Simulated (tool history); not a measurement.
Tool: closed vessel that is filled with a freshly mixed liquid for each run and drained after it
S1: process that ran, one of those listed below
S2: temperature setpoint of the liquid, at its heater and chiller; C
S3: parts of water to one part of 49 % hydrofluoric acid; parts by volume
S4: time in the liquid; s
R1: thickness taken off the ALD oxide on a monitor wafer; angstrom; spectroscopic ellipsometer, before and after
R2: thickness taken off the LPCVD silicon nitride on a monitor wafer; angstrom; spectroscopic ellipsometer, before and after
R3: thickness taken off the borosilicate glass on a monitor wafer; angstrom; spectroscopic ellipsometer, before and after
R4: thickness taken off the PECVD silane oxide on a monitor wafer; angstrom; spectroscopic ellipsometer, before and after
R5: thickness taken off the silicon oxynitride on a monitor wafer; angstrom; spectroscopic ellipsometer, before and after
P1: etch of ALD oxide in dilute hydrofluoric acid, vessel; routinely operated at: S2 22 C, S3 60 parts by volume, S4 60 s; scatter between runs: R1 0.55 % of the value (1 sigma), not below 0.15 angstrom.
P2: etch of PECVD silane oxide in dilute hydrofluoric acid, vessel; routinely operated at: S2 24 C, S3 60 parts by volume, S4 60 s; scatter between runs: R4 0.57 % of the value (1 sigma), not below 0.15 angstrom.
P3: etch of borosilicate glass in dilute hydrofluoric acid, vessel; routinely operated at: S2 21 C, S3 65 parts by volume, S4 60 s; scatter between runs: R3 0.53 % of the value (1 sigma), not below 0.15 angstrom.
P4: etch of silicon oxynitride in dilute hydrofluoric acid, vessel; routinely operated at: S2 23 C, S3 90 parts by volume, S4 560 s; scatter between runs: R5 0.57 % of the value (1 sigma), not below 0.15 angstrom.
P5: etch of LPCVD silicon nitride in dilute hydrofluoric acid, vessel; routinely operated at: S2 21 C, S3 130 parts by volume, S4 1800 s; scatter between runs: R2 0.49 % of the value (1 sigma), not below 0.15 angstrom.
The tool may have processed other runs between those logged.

{"run": 1, "hour": 10.0, "S1": "P1", "S2": 22, "S3": 60, "S4": 60, "R1": 308.11}
{"run": 2, "hour": 20.1, "S1": "P5", "S2": 21, "S3": 130, "S4": 1800, "R2": 70.308}
{"run": 3, "hour": 24.7, "S1": "P3", "S2": 21, "S3": 65, "S4": 60, "R3": 238.67}
{"run": 4, "hour": 32.2, "S1": "P2", "S2": 18, "S3": 60, "S4": 60, "R4": 185.2}
{"run": 5, "hour": 37.5, "S1": "P1", "S2": 22, "S3": 60, "S4": 60, "R1": 308.86}
{"run": 6, "hour": 44.4, "S1": "P4", "S2": 28, "S3": 90, "S4": 560, "R5": 210.75}
{"run": 7, "hour": 52.1, "S1": "P2", "S2": 24, "S3": 60, "S4": 115, "R4": 453.42}
{"run": 8, "hour": 57.8, "S1": "P1", "S2": 22, "S3": 60, "S4": 60, "R1": 306.84}
{"run": 9, "hour": 63.3, "S1": "P3", "S2": 17, "S3": 65, "S4": 60, "R3": 201.18}
{"run": 10, "hour": 69.8, "S1": "P5", "S2": 29.5, "S3": 130, "S4": 1800, "R2": 121.74}
{"run": 11, "hour": 77.1, "S1": "P5", "S2": 21, "S3": 130, "S4": 2860, "R2": 112.11}
{"run": 12, "hour": 84.0, "S1": "P1", "S2": 22, "S3": 60, "S4": 60, "R1": 304.5}
{"run": 13, "hour": 92.7, "S1": "P4", "S2": 23, "S3": 160, "S4": 560, "R5": 87.437}
{"run": 14, "hour": 101.0, "S1": "P1", "S2": 22, "S3": 60, "S4": 60, "R1": 305.79}
{"run": 15, "hour": 110.2, "S1": "P5", "S2": 21, "S3": 130, "S4": 1800, "R2": 70.405}
{"run": 16, "hour": 115.1, "S1": "P1", "S2": 22, "S3": 100, "S4": 60, "R1": 176.27}
{"run": 17, "hour": 124.2, "S1": "P1", "S2": 17, "S3": 60, "S4": 95, "R1": 393.57}
{"run": 18, "hour": 129.4, "S1": "P3", "S2": 21, "S3": 65, "S4": 120, "R3": 475.88}
{"run": 19, "hour": 135.1, "S1": "P2", "S2": 24, "S3": 110, "S4": 60, "R4": 121.04}
{"run": 20, "hour": 143.2, "S1": "P1", "S2": 17, "S3": 60, "S4": 60, "R1": 250.98}
{"run": 21, "hour": 152.8, "S1": "P1", "S2": 22, "S3": 60, "S4": 105, "R1": 538.75}
{"run": 22, "hour": 160.1, "S1": "P5", "S2": 21, "S3": 50, "S4": 1800, "R2": 178.59}
{"run": 23, "hour": 167.3, "S1": "P4", "S2": 23, "S3": 90, "S4": 1010, "R5": 300.73}
{"run": 24, "hour": 175.5, "S1": "P1", "S2": 22, "S3": 60, "S4": 30, "R1": 153.1}
{"run": 25, "hour": 185.9, "S1": "P4", "S2": 23, "S3": 90, "S4": 560, "R5": 166.61}
{"run": 26, "hour": 193.9, "S1": "P1", "S2": 22, "S3": 60, "S4": 60, "R1": 305.2}
{"run": 27, "hour": 199.4, "S1": "P1", "S2": 22, "S3": 60, "S4": 60, "R1": 306.25}
{"run": 28, "hour": 207.2, "S1": "P3", "S2": 21, "S3": 90, "S4": 60, "R3": 168.64}
{"run": 29, "hour": 213.1, "S1": "P4", "S2": 23, "S3": 90, "S4": 560, "R5": 167.9}
{"run": 30, "hour": 222.1, "S1": "P1", "S2": 29.5, "S3": 60, "S4": 60, "R1": 412.67}

Run 31 has not been measured yet. What should we expect?
{"run": 31, "hour": 226.7, "S1": "P1", "S2": 22, "S3": 20, "S4": 60, "R1": "?"}

R1: 969.67 angstrom
